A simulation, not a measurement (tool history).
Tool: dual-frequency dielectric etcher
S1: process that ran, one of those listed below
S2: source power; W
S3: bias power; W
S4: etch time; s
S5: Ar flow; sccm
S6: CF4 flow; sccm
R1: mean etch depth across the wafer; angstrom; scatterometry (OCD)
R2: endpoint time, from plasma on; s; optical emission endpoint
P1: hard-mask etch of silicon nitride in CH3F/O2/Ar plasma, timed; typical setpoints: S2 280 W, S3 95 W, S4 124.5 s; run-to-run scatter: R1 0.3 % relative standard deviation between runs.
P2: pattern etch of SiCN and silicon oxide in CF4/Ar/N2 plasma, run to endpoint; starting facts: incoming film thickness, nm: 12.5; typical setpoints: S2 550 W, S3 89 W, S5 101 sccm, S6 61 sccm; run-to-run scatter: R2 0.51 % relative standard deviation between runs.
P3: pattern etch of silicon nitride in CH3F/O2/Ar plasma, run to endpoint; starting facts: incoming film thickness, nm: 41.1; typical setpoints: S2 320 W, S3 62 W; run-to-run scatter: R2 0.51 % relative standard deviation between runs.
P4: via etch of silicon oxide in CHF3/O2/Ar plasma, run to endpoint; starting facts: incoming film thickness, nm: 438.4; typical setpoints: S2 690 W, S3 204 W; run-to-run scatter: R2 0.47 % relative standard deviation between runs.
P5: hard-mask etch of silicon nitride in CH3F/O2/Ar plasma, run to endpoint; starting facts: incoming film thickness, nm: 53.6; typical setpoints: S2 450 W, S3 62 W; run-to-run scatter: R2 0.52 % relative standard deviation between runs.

run   hour  S1   S2   S3     S4   S5  S6      R1      R2
  1    6.8  P1  280   95  124.5           865.27
  2     15  P4  820  204                          186.41
  3   22.1  P5  450   86                          72.194
  4     29  P1  280   95   93.5           648.15
  5   35.6  P1  280   95  124.5           862.46
  6   40.5  P1  280   95  124.5           863.08
  7   45.9  P1  280  130  124.5           972.61
  8   49.8  P1  280   95  124.5           863.71
  9     58  P3  320   39                          77.447
 10   64.8  P1  340   95  124.5           921.88
 11   71.6  P1  280   95  124.5           854.93
 12   77.5  P1  280   75  124.5           790.59
 13   85.4  P4  690  204                          197.78
 14   89.7  P2  550   89         101  61          11.884
      92.4  -- wet clean of the chamber
 15   96.7  P3  190   62                          80.909
 16  100.8  P1  380   95   77.5           599.57
 17  107.9  P5  450   62                          80.946
 18  114.2  P2  550   89         135  61          12.348
 19  120.3  P3  320   62                          66.489
     122.5  -- bias power generator calibrated
 20  126.4  P5  300   62                           93.22
 21  132.1  P1  180   95  124.5           735.61
 22  138.6  P1  280   95  124.5           856.84
 23  145.5  P1  280   95  124.5           861.74
 24  152.8  P2  550  105         101  61          11.165
 25  158.3  P4  690  122                          236.75
 26    164  P2  780   89         101  61          8.6776
 27  171.3  P1  280   95  174.5           1206.1
 28  175.6  P2  550   89         101  84          11.366
 29  181.3  P2  550   89         101  61           11.79
 30  185.1  P1  280   95  124.5           863.84
 31  193.1  P1  280   95  124.5           869.35
 32  200.7  P1  280   95  124.5           870.44
 33  205.1  P1  280   95  124.5           870.95
 34  208.8  P1  280   95  124.5            877.9
     213.8  -- wet clean of the chamber
 35  215.8  P1  280   95  124.5           872.96
 36  223.7  P1  280   95  124.5           874.02
 37    232  P1  280   95  124.5           876.99

Something has made what P1 gives creep away from where it was; the 2 causes below, each at its own stated size, fit the log equally well:
A: source power that arrives over what is set, % = 4.07
B: bias power that arrives over what is set, % = 4.04
The gradual shift began around hour 185.1.
Ruled out, with reasons:
chamber walls in a state that raises the etch rate, %: its service at hour 213.8 followed the start of the drift and did not put the process back to its old value

You are offered 4 check runs, listed below with question marks in place of their results; each one averages 3 wafers. Which run separates the listed causes by giving clearly different results for each?
check 1  240.3  P5  450   62                    ?
check 2  240.3  P3  320   62                    ?
check 3  240.3  P4  690  204                    ?
check 4  240.3  P2  550   89      101  61       ?

What each check would give under each cause:
  check  result    if A    if B
check 1      R2  78.878   79.06
check 2      R2  65.277  65.394
check 3      R2  196.77  197.09
check 4      R2  11.421  11.662
Minimum pairwise separation of causes per check, each pair taken at its best-separating result: check 1 0.23 %; check 2 0.18 %; check 3 0.16 %; check 4 2.09 %
Only in check 4 would the causes give clearly different results; in the remaining checks their results would be nearly the same.

Check 4 was carried out, with these results: R2 11.646 s. Which of the listed causes is responsible?

The cause is B: bias power that arrives over what is set, %.

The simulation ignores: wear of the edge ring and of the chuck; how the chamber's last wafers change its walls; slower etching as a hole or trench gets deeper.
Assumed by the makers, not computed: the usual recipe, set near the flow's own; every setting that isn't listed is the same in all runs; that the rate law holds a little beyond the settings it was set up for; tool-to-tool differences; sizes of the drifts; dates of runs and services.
